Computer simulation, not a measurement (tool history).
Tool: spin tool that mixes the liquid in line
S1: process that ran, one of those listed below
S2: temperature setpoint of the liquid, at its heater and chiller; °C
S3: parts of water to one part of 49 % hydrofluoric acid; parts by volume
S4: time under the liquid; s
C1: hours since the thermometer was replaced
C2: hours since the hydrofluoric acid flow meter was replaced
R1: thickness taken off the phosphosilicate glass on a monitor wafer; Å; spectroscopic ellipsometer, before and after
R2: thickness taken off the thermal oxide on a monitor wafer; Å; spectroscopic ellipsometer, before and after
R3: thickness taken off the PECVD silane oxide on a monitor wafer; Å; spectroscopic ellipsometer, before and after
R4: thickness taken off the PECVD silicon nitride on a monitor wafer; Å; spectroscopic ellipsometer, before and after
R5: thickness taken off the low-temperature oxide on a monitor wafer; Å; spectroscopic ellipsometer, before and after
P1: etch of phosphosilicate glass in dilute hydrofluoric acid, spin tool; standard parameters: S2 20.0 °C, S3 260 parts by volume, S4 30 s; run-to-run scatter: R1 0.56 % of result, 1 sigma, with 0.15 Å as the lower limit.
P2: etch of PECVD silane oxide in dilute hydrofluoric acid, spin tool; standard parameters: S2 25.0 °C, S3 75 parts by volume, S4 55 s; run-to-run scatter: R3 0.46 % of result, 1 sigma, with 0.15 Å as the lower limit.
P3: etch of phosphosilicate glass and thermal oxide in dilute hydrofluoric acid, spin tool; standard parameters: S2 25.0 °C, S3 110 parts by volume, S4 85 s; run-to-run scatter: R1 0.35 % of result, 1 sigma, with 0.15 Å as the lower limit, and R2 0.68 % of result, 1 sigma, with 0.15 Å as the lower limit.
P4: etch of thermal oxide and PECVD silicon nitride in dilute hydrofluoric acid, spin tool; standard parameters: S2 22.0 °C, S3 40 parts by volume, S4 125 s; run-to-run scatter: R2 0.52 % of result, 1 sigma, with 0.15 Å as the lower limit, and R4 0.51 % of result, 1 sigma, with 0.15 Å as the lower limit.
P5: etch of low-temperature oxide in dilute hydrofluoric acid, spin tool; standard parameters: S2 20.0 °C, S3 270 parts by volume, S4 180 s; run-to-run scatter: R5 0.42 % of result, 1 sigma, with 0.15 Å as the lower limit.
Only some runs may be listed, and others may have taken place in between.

{"run": 1, "hour": 4.0, "S1": "P1", "S2": 20.0, "S3": 260, "S4": 30, "C1": 520.7, "C2": 679.1, "R1": 97.549}
{"run": 2, "hour": 7.9, "S1": "P1", "S2": 17.0, "S3": 260, "S4": 15, "C1": 524.6, "C2": 683.0, "R1": 43.19}
{"run": 3, "hour": 11.5, "S1": "P1", "S2": 17.0, "S3": 260, "S4": 30, "C1": 528.2, "C2": 686.6, "R1": 87.45}
{"run": 4, "hour": 15.3, "S1": "P1", "S2": 20.0, "S3": 260, "S4": 30, "C1": 532.0, "C2": 690.4, "R1": 97.967}
{"run": 5, "hour": 23.1, "S1": "P3", "S2": 25.0, "S3": 110, "S4": 85, "C1": 539.8, "C2": 698.2, "R1": 474.31, "R2": 39.184}
{"hour": 28.5, "done": "hydrofluoric acid flow meter replaced"}
{"run": 6, "hour": 30.6, "S1": "P1", "S2": 24.5, "S3": 260, "S4": 30, "C1": 547.3, "C2": 2.1, "R1": 114.04}
{"run": 7, "hour": 38.8, "S1": "P1", "S2": 27.5, "S3": 260, "S4": 15, "C1": 555.5, "C2": 10.3, "R1": 64.203}
{"run": 8, "hour": 45.6, "S1": "P2", "S2": 25.0, "S3": 125, "S4": 55, "C1": 562.3, "C2": 17.1, "R3": 233.62}
{"run": 9, "hour": 50.2, "S1": "P3", "S2": 33.0, "S3": 110, "S4": 85, "C1": 566.9, "C2": 21.7, "R1": 643.98, "R2": 53.271}
{"hour": 52.0, "done": "thermometer replaced"}
{"run": 10, "hour": 55.5, "S1": "P4", "S2": 22.0, "S3": 40, "S4": 125, "C1": 3.5, "C2": 27.0, "R2": 144.01, "R4": 150.18}
{"run": 11, "hour": 61.2, "S1": "P5", "S2": 20.0, "S3": 270, "S4": 180, "C1": 9.2, "C2": 32.7, "R5": 95.444}
{"run": 12, "hour": 68.3, "S1": "P2", "S2": 25.0, "S3": 75, "S4": 30, "C1": 16.3, "C2": 39.8, "R3": 227.27}
{"run": 13, "hour": 74.7, "S1": "P3", "S2": 25.0, "S3": 155, "S4": 85, "C1": 22.7, "C2": 46.2, "R1": 318.82, "R2": 26.326}
{"run": 14, "hour": 80.3, "S1": "P1", "S2": 20.0, "S3": 135, "S4": 30, "C1": 28.3, "C2": 51.8, "R1": 212.55}
{"run": 15, "hour": 84.8, "S1": "P1", "S2": 20.0, "S3": 360, "S4": 30, "C1": 32.8, "C2": 56.3, "R1": 64.968}
{"run": 16, "hour": 91.7, "S1": "P1", "S2": 20.0, "S3": 260, "S4": 30, "C1": 39.7, "C2": 63.2, "R1": 98.17}
{"run": 17, "hour": 95.7, "S1": "P5", "S2": 20.0, "S3": 270, "S4": 180, "C1": 43.7, "C2": 67.2, "R5": 95.328}
{"run": 18, "hour": 99.3, "S1": "P2", "S2": 25.0, "S3": 75, "S4": 55, "C1": 47.3, "C2": 70.8, "R3": 411.7}
{"run": 19, "hour": 106.6, "S1": "P1", "S2": 20.0, "S3": 260, "S4": 30, "C1": 54.6, "C2": 78.1, "R1": 97.201}
{"run": 20, "hour": 110.6, "S1": "P4", "S2": 27.0, "S3": 40, "S4": 125, "C1": 58.6, "C2": 82.1, "R2": 176.58, "R4": 209.56}
{"run": 21, "hour": 118.2, "S1": "P1", "S2": 20.0, "S3": 260, "S4": 45, "C1": 66.2, "C2": 89.7, "R1": 146.88}
{"run": 22, "hour": 122.5, "S1": "P2", "S2": 33.5, "S3": 75, "S4": 55, "C1": 70.5, "C2": 94.0, "R3": 571.76}
{"run": 23, "hour": 127.0, "S1": "P4", "S2": 22.0, "S3": 40, "S4": 15, "C1": 75.0, "C2": 98.5, "R2": 17.294, "R4": 17.956}
{"run": 24, "hour": 133.6, "S1": "P4", "S2": 22.0, "S3": 70, "S4": 125, "C1": 81.6, "C2": 105.1, "R2": 80.806, "R4": 85.719}
{"run": 25, "hour": 139.2, "S1": "P3", "S2": 25.0, "S3": 110, "S4": 15, "C1": 87.2, "C2": 110.7, "R1": 84.085, "R2": 7.1862}
{"run": 26, "hour": 144.0, "S1": "P1", "S2": 20.0, "S3": 260, "S4": 30, "C1": 92.0, "C2": 115.5, "R1": 97.999}
{"run": 27, "hour": 149.4, "S1": "P5", "S2": 20.0, "S3": 65, "S4": 180, "C1": 97.4, "C2": 120.9, "R5": 490.76}
{"run": 28, "hour": 154.5, "S1": "P1", "S2": 20.0, "S3": 55, "S4": 50, "C1": 102.5, "C2": 126.0, "R1": 957.09}
{"run": 29, "hour": 158.8, "S1": "P4", "S2": 22.0, "S3": 40, "S4": 125, "C1": 106.8, "C2": 130.3, "R2": 143.38, "R4": 149.36}
{"run": 30, "hour": 166.1, "S1": "P2", "S2": 25.0, "S3": 75, "S4": 55, "C1": 114.1, "C2": 137.6, "R3": 415.59}
{"run": 31, "hour": 174.0, "S1": "P5", "S2": 20.0, "S3": 270, "S4": 355, "C1": 122.0, "C2": 145.5, "R5": 188.69}
{"run": 32, "hour": 181.8, "S1": "P1", "S2": 20.0, "S3": 260, "S4": 15, "C1": 129.8, "C2": 153.3, "R1": 48.9}
{"run": 33, "hour": 188.5, "S1": "P5", "S2": 27.5, "S3": 270, "S4": 180, "C1": 136.5, "C2": 160.0, "R5": 124.75}
{"run": 34, "hour": 196.4, "S1": "P1", "S2": 20.0, "S3": 260, "S4": 30, "C1": 144.4, "C2": 167.9, "R1": 98.227}
{"run": 35, "hour": 202.6, "S1": "P1", "S2": 20.0, "S3": 260, "S4": 30, "C1": 150.6, "C2": 174.1, "R1": 100.66}
{"run": 36, "hour": 207.4, "S1": "P1", "S2": 20.0, "S3": 260, "S4": 30, "C1": 155.4, "C2": 178.9, "R1": 103.71}
{"run": 37, "hour": 211.7, "S1": "P1", "S2": 20.0, "S3": 260, "S4": 30, "C1": 159.7, "C2": 183.2, "R1": 103.76}
{"run": 38, "hour": 219.5, "S1": "P1", "S2": 20.0, "S3": 260, "S4": 30, "C1": 167.5, "C2": 191.0, "R1": 105.29}
{"run": 39, "hour": 224.1, "S1": "P1", "S2": 20.0, "S3": 260, "S4": 30, "C1": 172.1, "C2": 195.6, "R1": 106.49}
{"run": 40, "hour": 227.9, "S1": "P1", "S2": 20.0, "S3": 260, "S4": 30, "C1": 175.9, "C2": 199.4, "R1": 105.39}
{"run": 41, "hour": 234.7, "S1": "P1", "S2": 20.0, "S3": 260, "S4": 30, "C1": 182.7, "C2": 206.2, "R1": 104.85}

What P1 gives has crept away from where it was. These 2 causes fit the log equally well, each at the size given:
A: hydrofluoric acid flow above the setpoint (%) = 6.25
B: liquid hotter than its thermometer reads (K) = 2.04
The drift started at roughly hour 196.4.

The check runs listed below each take one wafer, and their results are still question marks. Under which run would the listed causes lead to clearly different results?
{"run": "check 1", "hour": 241.5, "S1": "P3", "S2": 31.0, "S3": 110, "S4": 15, "R1": "?", "R2": "?"}
{"run": "check 2", "hour": 241.5, "S1": "P5", "S2": 27.5, "S3": 185, "S4": 180, "R5": "?"}
{"run": "check 3", "hour": 241.5, "S1": "P4", "S2": 22.0, "S3": 40, "S4": 25, "R2": "?", "R4": "?"}
{"run": "check 4", "hour": 241.5, "S1": "P2", "S2": 33.0, "S3": 75, "S4": 30, "R3": "?"}

Predicted outcomes, by check and by cause:
check=check_1 result=R1 if_A=113.000 if_B=113.510
check=check_1 result=R2 if_A=9.2642 if_B=9.3060
check=check_2 result=R5 if_A=214.890 if_B=214.660
check=check_3 result=R2 if_A=30.8050 if_B=31.4820
check=check_3 result=R4 if_A=31.651 if_B=34.303
check=check_4 result=R3 if_A=329.95 if_B=332.57
Gap, in per cent, between the two causes that each check separates least, read from the result that separates them most: check 1 0.45 %; check 2 0.11 %; check 3 8.05 %; check 4 0.79 %
The causes can be told apart only by check 3. The other checks would give nearly the same results under each of them.

With check 3 done, the readings were: R2 31.0990 Å; R4 31.831 Å. Identify which of the listed causes applies.

The cause is A: hydrofluoric acid flow above the setpoint (%).
